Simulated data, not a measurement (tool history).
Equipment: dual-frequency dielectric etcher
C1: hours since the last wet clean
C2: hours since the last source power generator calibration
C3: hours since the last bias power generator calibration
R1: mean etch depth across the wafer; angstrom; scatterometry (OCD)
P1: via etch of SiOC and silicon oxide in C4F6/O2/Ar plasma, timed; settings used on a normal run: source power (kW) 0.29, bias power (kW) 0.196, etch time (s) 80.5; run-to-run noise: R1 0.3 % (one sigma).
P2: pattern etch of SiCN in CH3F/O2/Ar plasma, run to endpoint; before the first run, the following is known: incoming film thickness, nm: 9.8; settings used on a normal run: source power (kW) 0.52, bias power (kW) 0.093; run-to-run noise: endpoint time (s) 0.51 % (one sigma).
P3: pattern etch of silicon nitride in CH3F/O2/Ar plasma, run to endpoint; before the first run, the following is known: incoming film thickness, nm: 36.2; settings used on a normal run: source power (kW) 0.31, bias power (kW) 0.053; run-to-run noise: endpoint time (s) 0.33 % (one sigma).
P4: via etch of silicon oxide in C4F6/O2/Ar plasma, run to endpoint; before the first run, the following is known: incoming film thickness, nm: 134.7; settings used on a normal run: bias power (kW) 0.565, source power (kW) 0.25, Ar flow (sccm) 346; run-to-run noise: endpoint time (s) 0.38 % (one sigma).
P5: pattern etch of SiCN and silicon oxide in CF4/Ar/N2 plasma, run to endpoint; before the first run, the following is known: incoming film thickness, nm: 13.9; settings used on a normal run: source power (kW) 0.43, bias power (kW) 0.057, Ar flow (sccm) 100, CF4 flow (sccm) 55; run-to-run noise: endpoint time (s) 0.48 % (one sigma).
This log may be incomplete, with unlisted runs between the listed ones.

Run 1, hour 4.2: process that ran P1, source power (kW) 0.29, bias power (kW) 0.196, etch time (s) 80.5; C1 141.9; C2 1523.5; C3 1578.5. Result: R1 805.93 angstrom.
Run 2, hour 12.1: process that ran P1, source power (kW) 0.36, bias power (kW) 0.196, etch time (s) 80.5; C1 149.8; C2 1531.4; C3 1586.4. Result: R1 874.88 angstrom.
Run 3, hour 16.5: process that ran P1, source power (kW) 0.23, bias power (kW) 0.232, etch time (s) 80.5; C1 154.2; C2 1535.8; C3 1590.8. Result: R1 785.83 angstrom.
At hour 21.3: bias power generator calibrated.
Run 4, hour 24.7: process that ran P5, source power (kW) 0.43, bias power (kW) 0.057, Ar flow (sccm) 71, CF4 flow (sccm) 55; C1 162.4; C2 1544; C3 3.4. Result: endpoint time (s) 18.052.
Run 5, hour 32.8: process that ran P1, source power (kW) 0.29, bias power (kW) 0.196, etch time (s) 51.5; C1 170.5; C2 1552.1; C3 11.5. Result: R1 516.75 angstrom.
Run 6, hour 40.4: process that ran P4, source power (kW) 0.25, bias power (kW) 0.565, Ar flow (sccm) 218; C1 178.1; C2 1559.7; C3 19.1. Result: endpoint time (s) 32.12.
Run 7, hour 47.1: process that ran P1, source power (kW) 0.29, bias power (kW) 0.196, etch time (s) 80.5; C1 184.8; C2 1566.4; C3 25.8. Result: R1 809.86 angstrom.
Run 8, hour 52.6: process that ran P1, source power (kW) 0.29, bias power (kW) 0.196, etch time (s) 80.5; C1 190.3; C2 1571.9; C3 31.3. Result: R1 805.32 angstrom.
Run 9, hour 60.9: process that ran P5, source power (kW) 0.43, bias power (kW) 0.057, Ar flow (sccm) 100, CF4 flow (sccm) 77; C1 198.6; C2 1580.2; C3 39.6. Result: endpoint time (s) 17.845.
Run 10, hour 64.9: process that ran P2, source power (kW) 0.33, bias power (kW) 0.093; C1 202.6; C2 1584.2; C3 43.6. Result: endpoint time (s) 25.125.
Run 11, hour 72.8: process that ran P1, source power (kW) 0.29, bias power (kW) 0.196, etch time (s) 98.5; C1 210.5; C2 1592.1; C3 51.5. Result: R1 991.2 angstrom.
Run 12, hour 81.4: process that ran P4, source power (kW) 0.25, bias power (kW) 0.766, Ar flow (sccm) 346; C1 219.1; C2 1600.7; C3 60.1. Result: endpoint time (s) 30.102.
Run 13, hour 87.4: process that ran P5, source power (kW) 0.43, bias power (kW) 0.037, Ar flow (sccm) 100, CF4 flow (sccm) 55; C1 225.1; C2 1606.7; C3 66.1. Result: endpoint time (s) 21.745.
Run 14, hour 95.3: process that ran P3, source power (kW) 0.24, bias power (kW) 0.053; C1 233; C2 1614.6; C3 74. Result: endpoint time (s) 67.243.
Run 15, hour 101.4: process that ran P4, source power (kW) 0.34, bias power (kW) 0.565, Ar flow (sccm) 346; C1 239.1; C2 1620.7; C3 80.1. Result: endpoint time (s) 30.301.
Run 16, hour 106: process that ran P2, source power (kW) 0.52, bias power (kW) 0.061; C1 243.7; C2 1625.3; C3 84.7. Result: endpoint time (s) 24.561.
Run 17, hour 113.4: process that ran P1, source power (kW) 0.21, bias power (kW) 0.196, etch time (s) 80.5; C1 251.1; C2 1632.7; C3 92.1. Result: R1 713.43 angstrom.
Run 18, hour 118: process that ran P3, source power (kW) 0.31, bias power (kW) 0.053; C1 255.7; C2 1637.3; C3 96.7. Result: endpoint time (s) 61.29.
Run 19, hour 123.4: process that ran P2, source power (kW) 0.52, bias power (kW) 0.093; C1 261.1; C2 1642.7; C3 102.1. Result: endpoint time (s) 21.34.
Run 20, hour 131: process that ran P1, source power (kW) 0.29, bias power (kW) 0.196, etch time (s) 80.5; C1 268.7; C2 1650.3; C3 109.7. Result: R1 807.85 angstrom.
Run 21, hour 139.2: process that ran P5, source power (kW) 0.43, bias power (kW) 0.057, Ar flow (sccm) 100, CF4 flow (sccm) 55; C1 276.9; C2 1658.5; C3 117.9. Result: endpoint time (s) 19.224.
Run 22, hour 144.5: process that ran P2, source power (kW) 0.52, bias power (kW) 0.093; C1 282.2; C2 1663.8; C3 123.2. Result: endpoint time (s) 21.229.
Run 23, hour 150.6: process that ran P3, source power (kW) 0.31, bias power (kW) 0.063; C1 288.3; C2 1669.9; C3 129.3. Result: endpoint time (s) 57.727.
Run 24, hour 156.1: process that ran P1, source power (kW) 0.29, bias power (kW) 0.24, etch time (s) 80.5; C1 293.8; C2 1675.4; C3 134.8. Result: R1 867.72 angstrom.
Run 25, hour 162.7: process that ran P5, source power (kW) 0.34, bias power (kW) 0.057, Ar flow (sccm) 100, CF4 flow (sccm) 55; C1 300.4; C2 1682; C3 141.4. Result: endpoint time (s) 23.346.
Run 26, hour 166.5: process that ran P4, source power (kW) 0.25, bias power (kW) 0.565, Ar flow (sccm) 346; C1 304.2; C2 1685.8; C3 145.2. Result: endpoint time (s) 34.073.
Run 27, hour 171.2: process that ran P1, source power (kW) 0.29, bias power (kW) 0.196, etch time (s) 80.5; C1 308.9; C2 1690.5; C3 149.9. Result: R1 807.75 angstrom.
Run 28, hour 179.8: process that ran P1, source power (kW) 0.29, bias power (kW) 0.196, etch time (s) 80.5; C1 317.5; C2 1699.1; C3 158.5. Result: R1 807.57 angstrom.

What does the tool deliver on the next run?
Run 29, hour 187: process that ran P1, source power (kW) 0.29, bias power (kW) 0.132, etch time (s) 80.5; C1 324.7; C2 1706.3; C3 165.7. Result: R1 ?.

{"run 29": {"R1": 712.37}}

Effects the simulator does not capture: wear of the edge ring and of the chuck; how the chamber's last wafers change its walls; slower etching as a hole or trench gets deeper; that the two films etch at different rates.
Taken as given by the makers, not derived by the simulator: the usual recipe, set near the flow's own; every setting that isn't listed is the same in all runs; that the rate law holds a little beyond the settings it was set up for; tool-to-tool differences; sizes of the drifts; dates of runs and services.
